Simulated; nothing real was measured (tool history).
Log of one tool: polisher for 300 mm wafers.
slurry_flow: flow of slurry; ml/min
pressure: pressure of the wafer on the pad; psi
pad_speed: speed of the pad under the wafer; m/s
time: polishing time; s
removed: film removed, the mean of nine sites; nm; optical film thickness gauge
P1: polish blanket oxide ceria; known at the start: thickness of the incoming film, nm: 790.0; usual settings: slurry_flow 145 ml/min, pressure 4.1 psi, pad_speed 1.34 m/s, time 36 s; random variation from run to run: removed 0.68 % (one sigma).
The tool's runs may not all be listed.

run,hour,slurry_flow,pressure,pad_speed,time,wafers polished on this pad,hours since the slurry nozzle was cleaned,hours since the head pressure was calibrated,removed
1,7,145,4.1,1.34,36,877,70.2,346.9,254.05
2,13.6,145,4.1,1.98,36,974,76.8,353.5,378.78
3,18.7,145,4.1,1.34,36,1049,81.9,358.6,251.67
4,27.3,145,4.1,1.34,36,1175,90.5,367.2,254.59
5,32.6,145,4.1,0.7,36,1253,95.8,372.5,133.25
6,40.4,145,1.9,1.34,36,1368,103.6,380.3,118.27
7,44.3,145,4.1,1.34,46,1425,107.5,384.2,325.25
8,51.4,145,4.1,1.34,36,1530,114.6,391.3,252.15
# hour 55.4: head pressure recalibrated
9,58.1,210,3.2,1.34,36,1628,121.3,2.7,210.94
10,62.2,225,4.1,1.34,36,1688,125.4,6.8,272.77
11,69.7,145,4.1,1.34,17,1799,132.9,14.3,120.83
12,76.2,145,5.3,1.34,36,1894,139.4,20.8,329.78
13,80.9,85,4.1,1.34,36,1963,144.1,25.5,225.11
14,86.5,145,4.1,1.34,36,2046,149.7,31.1,256.32
15,91.7,145,4.1,1.34,36,2122,154.9,36.3,253.41
16,95.7,145,4.1,1.34,36,2181,158.9,40.3,250.35
17,99.9,145,4.1,1.34,36,2243,163.1,44.5,246.06
18,106.3,145,4.1,1.34,36,2337,169.5,50.9,241.28
19,111.7,145,4.1,1.34,36,2416,174.9,56.3,237.59
20,117.9,145,4.1,1.34,36,2507,181.1,62.5,235.9
21,125.5,145,4.1,1.34,36,2619,188.7,70.1,235.84
22,130.2,145,4.1,1.34,36,2688,193.4,74.8,230.94
23,134.9,145,4.1,1.34,36,2757,198.1,79.5,231.8
# hour 140.3: head pressure recalibrated
24,142.5,145,4.1,1.34,36,2869,205.7,2.3,229.53
25,150.3,145,4.1,1.34,36,2983,213.5,10.1,231.43

The next listed run, before its measurement:
26,158.4,145,4.1,1.34,36,3102,221.6,18.2,?

{"run 26": {"removed": 228.49}}
